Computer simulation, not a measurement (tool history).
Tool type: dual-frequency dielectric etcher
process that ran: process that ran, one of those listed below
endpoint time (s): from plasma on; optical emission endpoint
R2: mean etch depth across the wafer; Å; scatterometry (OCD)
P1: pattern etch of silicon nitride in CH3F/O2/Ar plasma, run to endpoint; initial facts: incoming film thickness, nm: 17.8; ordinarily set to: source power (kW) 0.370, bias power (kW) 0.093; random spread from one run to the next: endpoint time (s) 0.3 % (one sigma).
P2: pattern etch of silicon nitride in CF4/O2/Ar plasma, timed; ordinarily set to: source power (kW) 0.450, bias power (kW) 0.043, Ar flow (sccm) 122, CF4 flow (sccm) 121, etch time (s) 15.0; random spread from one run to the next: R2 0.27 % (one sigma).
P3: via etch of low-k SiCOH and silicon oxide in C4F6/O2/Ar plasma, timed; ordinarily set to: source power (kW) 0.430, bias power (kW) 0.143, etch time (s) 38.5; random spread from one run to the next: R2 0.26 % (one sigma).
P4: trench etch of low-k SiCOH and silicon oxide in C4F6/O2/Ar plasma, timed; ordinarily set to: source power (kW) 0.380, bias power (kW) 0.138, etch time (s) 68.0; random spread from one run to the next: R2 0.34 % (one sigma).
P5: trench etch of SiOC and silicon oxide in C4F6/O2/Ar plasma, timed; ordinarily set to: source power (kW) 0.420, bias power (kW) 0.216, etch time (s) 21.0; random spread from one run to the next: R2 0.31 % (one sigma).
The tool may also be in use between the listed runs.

run 1 day=0.329 | process_that_ran=P1 source_power_(kW)=0.370 bias_power_(kW)=0.093 | endpoint_time_(s)=23.981
run 2 day=0.629 | process_that_ran=P1 source_power_(kW)=0.370 bias_power_(kW)=0.093 | endpoint_time_(s)=24.072
run 3 day=0.833 | process_that_ran=P3 source_power_(kW)=0.430 bias_power_(kW)=0.143 etch_time_(s)=38.5 | R2=976.52
run 4 day=1.142 | process_that_ran=P3 source_power_(kW)=0.430 bias_power_(kW)=0.143 etch_time_(s)=55.0 | R2=1393.40
run 5 day=1.442 | process_that_ran=P3 source_power_(kW)=0.430 bias_power_(kW)=0.201 etch_time_(s)=38.5 | R2=1086.30
run 6 day=1.646 | process_that_ran=P1 source_power_(kW)=0.370 bias_power_(kW)=0.093 | endpoint_time_(s)=23.949
run 7 day=2.067 | process_that_ran=P5 source_power_(kW)=0.420 bias_power_(kW)=0.292 etch_time_(s)=21.0 | R2=518.30
run 8 day=2.371 | process_that_ran=P2 source_power_(kW)=0.450 bias_power_(kW)=0.033 etch_time_(s)=15.0 Ar_flow_(sccm)=122 CF4_flow_(sccm)=121 | R2=218.09
run 9 day=2.558 | process_that_ran=P2 source_power_(kW)=0.450 bias_power_(kW)=0.043 etch_time_(s)=11.5 Ar_flow_(sccm)=122 CF4_flow_(sccm)=121 | R2=184.21
run 10 day=2.758 | process_that_ran=P1 source_power_(kW)=0.270 bias_power_(kW)=0.126 | endpoint_time_(s)=24.078
run 11 day=3.050 | process_that_ran=P2 source_power_(kW)=0.340 bias_power_(kW)=0.043 etch_time_(s)=15.0 Ar_flow_(sccm)=122 CF4_flow_(sccm)=121 | R2=187.96
run 12 day=3.296 | process_that_ran=P1 source_power_(kW)=0.240 bias_power_(kW)=0.057 | endpoint_time_(s)=33.559
run 13 day=3.658 | process_that_ran=P1 source_power_(kW)=0.250 bias_power_(kW)=0.093 | endpoint_time_(s)=27.753
run 14 day=3.871 | process_that_ran=P3 source_power_(kW)=0.430 bias_power_(kW)=0.143 etch_time_(s)=38.5 | R2=975.23
run 15 day=4.108 | process_that_ran=P3 source_power_(kW)=0.600 bias_power_(kW)=0.143 etch_time_(s)=38.5 | R2=1117.50
run 16 day=4.346 | process_that_ran=P2 source_power_(kW)=0.450 bias_power_(kW)=0.043 etch_time_(s)=15.0 Ar_flow_(sccm)=162 CF4_flow_(sccm)=121 | R2=231.54
run 17 day=4.575 | process_that_ran=P1 source_power_(kW)=0.370 bias_power_(kW)=0.093 | endpoint_time_(s)=23.961
run 18 day=4.858 | process_that_ran=P4 source_power_(kW)=0.380 bias_power_(kW)=0.138 etch_time_(s)=68.0 | R2=2010.50
-- day=5.150 bias power generator calibrated
run 19 day=5.154 | process_that_ran=P2 source_power_(kW)=0.450 bias_power_(kW)=0.043 etch_time_(s)=15.0 Ar_flow_(sccm)=122 CF4_flow_(sccm)=121 | R2=239.51
run 20 day=5.400 | process_that_ran=P1 source_power_(kW)=0.370 bias_power_(kW)=0.093 | endpoint_time_(s)=23.859
run 21 day=5.808 | process_that_ran=P5 source_power_(kW)=0.420 bias_power_(kW)=0.216 etch_time_(s)=31.5 | R2=704.52
run 22 day=6.050 | process_that_ran=P1 source_power_(kW)=0.370 bias_power_(kW)=0.093 | endpoint_time_(s)=23.974
run 23 day=6.271 | process_that_ran=P2 source_power_(kW)=0.450 bias_power_(kW)=0.043 etch_time_(s)=15.0 Ar_flow_(sccm)=122 CF4_flow_(sccm)=121 | R2=239.33
run 24 day=6.496 | process_that_ran=P5 source_power_(kW)=0.580 bias_power_(kW)=0.216 etch_time_(s)=21.0 | R2=532.50
run 25 day=6.792 | process_that_ran=P4 source_power_(kW)=0.270 bias_power_(kW)=0.138 etch_time_(s)=68.0 | R2=1743.90
run 26 day=7.188 | process_that_ran=P1 source_power_(kW)=0.370 bias_power_(kW)=0.069 | endpoint_time_(s)=26.587
run 27 day=7.400 | process_that_ran=P4 source_power_(kW)=0.380 bias_power_(kW)=0.138 etch_time_(s)=88.5 | R2=2616.00
run 28 day=7.629 | process_that_ran=P1 source_power_(kW)=0.500 bias_power_(kW)=0.093 | endpoint_time_(s)=21.610
run 29 day=7.896 | process_that_ran=P5 source_power_(kW)=0.420 bias_power_(kW)=0.216 etch_time_(s)=21.0 | R2=467.88
run 30 day=8.225 | process_that_ran=P1 source_power_(kW)=0.370 bias_power_(kW)=0.093 | endpoint_time_(s)=23.989
run 31 day=8.475 | process_that_ran=P1 source_power_(kW)=0.370 bias_power_(kW)=0.121 | endpoint_time_(s)=21.814
run 32 day=8.846 | process_that_ran=P4 source_power_(kW)=0.380 bias_power_(kW)=0.089 etch_time_(s)=68.0 | R2=1771.20
run 33 day=9.192 | process_that_ran=P2 source_power_(kW)=0.450 bias_power_(kW)=0.043 etch_time_(s)=15.0 Ar_flow_(sccm)=122 CF4_flow_(sccm)=163 | R2=249.50
run 34 day=9.446 | process_that_ran=P1 source_power_(kW)=0.370 bias_power_(kW)=0.093 | endpoint_time_(s)=23.855
run 35 day=9.742 | process_that_ran=P1 source_power_(kW)=0.370 bias_power_(kW)=0.093 | endpoint_time_(s)=23.838
run 36 day=9.950 | process_that_ran=P1 source_power_(kW)=0.370 bias_power_(kW)=0.093 | endpoint_time_(s)=23.695
run 37 day=10.254 | process_that_ran=P1 source_power_(kW)=0.370 bias_power_(kW)=0.093 | endpoint_time_(s)=23.579
-- day=10.500 wet clean of the chamber
run 38 day=10.608 | process_that_ran=P1 source_power_(kW)=0.370 bias_power_(kW)=0.093 | endpoint_time_(s)=23.580

For run 39, what comes out?
run 39 day=10.808 | process_that_ran=P1 source_power_(kW)=0.370 bias_power_(kW)=0.093 | endpoint_time_(s)=?

endpoint time (s): 23.717
